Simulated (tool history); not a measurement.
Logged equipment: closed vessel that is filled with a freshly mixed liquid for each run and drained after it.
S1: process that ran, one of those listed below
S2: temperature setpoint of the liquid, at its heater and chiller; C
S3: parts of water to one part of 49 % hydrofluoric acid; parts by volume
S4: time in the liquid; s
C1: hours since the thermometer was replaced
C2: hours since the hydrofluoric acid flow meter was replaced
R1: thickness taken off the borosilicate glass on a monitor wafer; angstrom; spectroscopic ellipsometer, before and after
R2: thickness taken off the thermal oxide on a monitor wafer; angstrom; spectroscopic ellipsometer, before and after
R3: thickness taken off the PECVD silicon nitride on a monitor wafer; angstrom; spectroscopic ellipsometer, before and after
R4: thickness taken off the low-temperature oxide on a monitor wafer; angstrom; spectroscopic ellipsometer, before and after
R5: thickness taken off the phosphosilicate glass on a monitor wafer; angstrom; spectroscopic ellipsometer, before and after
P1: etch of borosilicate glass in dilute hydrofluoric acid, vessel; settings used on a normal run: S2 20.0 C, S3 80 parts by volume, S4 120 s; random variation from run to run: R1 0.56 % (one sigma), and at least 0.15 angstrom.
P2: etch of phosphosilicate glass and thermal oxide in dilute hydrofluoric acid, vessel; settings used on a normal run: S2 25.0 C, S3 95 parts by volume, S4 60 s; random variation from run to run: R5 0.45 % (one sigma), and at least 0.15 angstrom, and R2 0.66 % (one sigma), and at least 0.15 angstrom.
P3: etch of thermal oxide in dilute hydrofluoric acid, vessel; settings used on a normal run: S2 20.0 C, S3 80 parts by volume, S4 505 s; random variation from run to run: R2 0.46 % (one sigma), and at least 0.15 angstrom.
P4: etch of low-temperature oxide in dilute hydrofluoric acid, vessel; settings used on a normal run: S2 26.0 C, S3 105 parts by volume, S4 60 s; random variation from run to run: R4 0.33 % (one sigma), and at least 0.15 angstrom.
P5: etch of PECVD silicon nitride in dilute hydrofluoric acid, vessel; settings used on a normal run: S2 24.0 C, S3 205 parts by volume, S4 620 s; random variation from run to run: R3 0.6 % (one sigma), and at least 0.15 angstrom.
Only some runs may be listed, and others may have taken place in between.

Run 1, day 0.338: S1 P1, S2 20.0 C, S3 80 parts by volume, S4 120 s; C1 261.5; C2 317.2. Result: R1 218.950 angstrom.
Run 2, day 0.788: S1 P1, S2 24.0 C, S3 120 parts by volume, S4 120 s; C1 272.3; C2 328.0. Result: R1 164.590 angstrom.
Run 3, day 1.146: S1 P3, S2 20.0 C, S3 80 parts by volume, S4 505 s; C1 280.9; C2 336.6. Result: R2 260.840 angstrom.
Run 4, day 1.475: S1 P1, S2 17.0 C, S3 80 parts by volume, S4 120 s; C1 288.8; C2 344.5. Result: R1 193.540 angstrom.
Run 5, day 2.108: S1 P5, S2 24.0 C, S3 205 parts by volume, S4 215 s; C1 304.0; C2 359.7. Result: R3 21.146 angstrom.
Run 6, day 2.688: S1 P4, S2 26.0 C, S3 25 parts by volume, S4 60 s; C1 317.9; C2 373.6. Result: R4 508.000 angstrom.
Run 7, day 3.138: S1 P3, S2 20.0 C, S3 80 parts by volume, S4 855 s; C1 328.7; C2 384.4. Result: R2 448.870 angstrom.
Run 8, day 3.688: S1 P1, S2 20.0 C, S3 80 parts by volume, S4 30 s; C1 341.9; C2 397.6. Result: R1 55.553 angstrom.
Run 9, day 4.008: S1 P2, S2 25.0 C, S3 95 parts by volume, S4 110 s; C1 349.6; C2 405.3. Result: R2 58.096 angstrom, R5 2297.1 angstrom.
Run 10, day 4.500: S1 P5, S2 17.0 C, S3 205 parts by volume, S4 620 s; C1 361.4; C2 417.1. Result: R3 38.663 angstrom.
Run 11, day 4.825: S1 P5, S2 24.0 C, S3 370 parts by volume, S4 620 s; C1 369.2; C2 424.9. Result: R3 33.926 angstrom.
Run 12, day 5.379: S1 P1, S2 17.0 C, S3 80 parts by volume, S4 205 s; C1 382.5; C2 438.2. Result: R1 330.840 angstrom.
Run 13, day 5.917: S1 P2, S2 25.0 C, S3 20 parts by volume, S4 60 s; C1 395.4; C2 451.1. Result: R2 164.650 angstrom, R5 6605.3 angstrom.
Run 14, day 6.208: S1 P3, S2 20.0 C, S3 35 parts by volume, S4 505 s; C1 402.4; C2 458.1. Result: R2 631.600 angstrom.
Run 15, day 6.492: S1 P3, S2 28.0 C, S3 80 parts by volume, S4 505 s; C1 409.2; C2 464.9. Result: R2 364.330 angstrom.
Run 16, day 7.071: S1 P1, S2 20.0 C, S3 125 parts by volume, S4 180 s; C1 423.1; C2 478.8. Result: R1 199.670 angstrom.
Run 17, day 7.592: S1 P4, S2 26.0 C, S3 105 parts by volume, S4 60 s; C1 435.6; C2 491.3. Result: R4 107.640 angstrom.
Run 18, day 8.229: S1 P4, S2 26.0 C, S3 105 parts by volume, S4 105 s; C1 450.9; C2 506.6. Result: R4 190.400 angstrom.
Run 19, day 8.583: S1 P4, S2 20.5 C, S3 105 parts by volume, S4 60 s; C1 459.4; C2 515.1. Result: R4 86.873 angstrom.
Run 20, day 8.875: S1 P1, S2 20.0 C, S3 80 parts by volume, S4 120 s; C1 466.4; C2 522.1. Result: R1 219.280 angstrom.
Run 21, day 9.338: S1 P1, S2 20.0 C, S3 80 parts by volume, S4 120 s; C1 477.5; C2 533.2. Result: R1 221.130 angstrom.
Run 22, day 9.829: S1 P5, S2 24.0 C, S3 205 parts by volume, S4 620 s; C1 489.3; C2 545.0. Result: R3 60.343 angstrom.

Estimate the outcome of run 23 from the log above:
Run 23, day 10.450: S1 P2, S2 25.0 C, S3 95 parts by volume, S4 60 s; C1 504.2; C2 559.9. Result: R2 ?, R5 ?.

R2: 31.269 angstrom
R5: 1241.6 angstrom
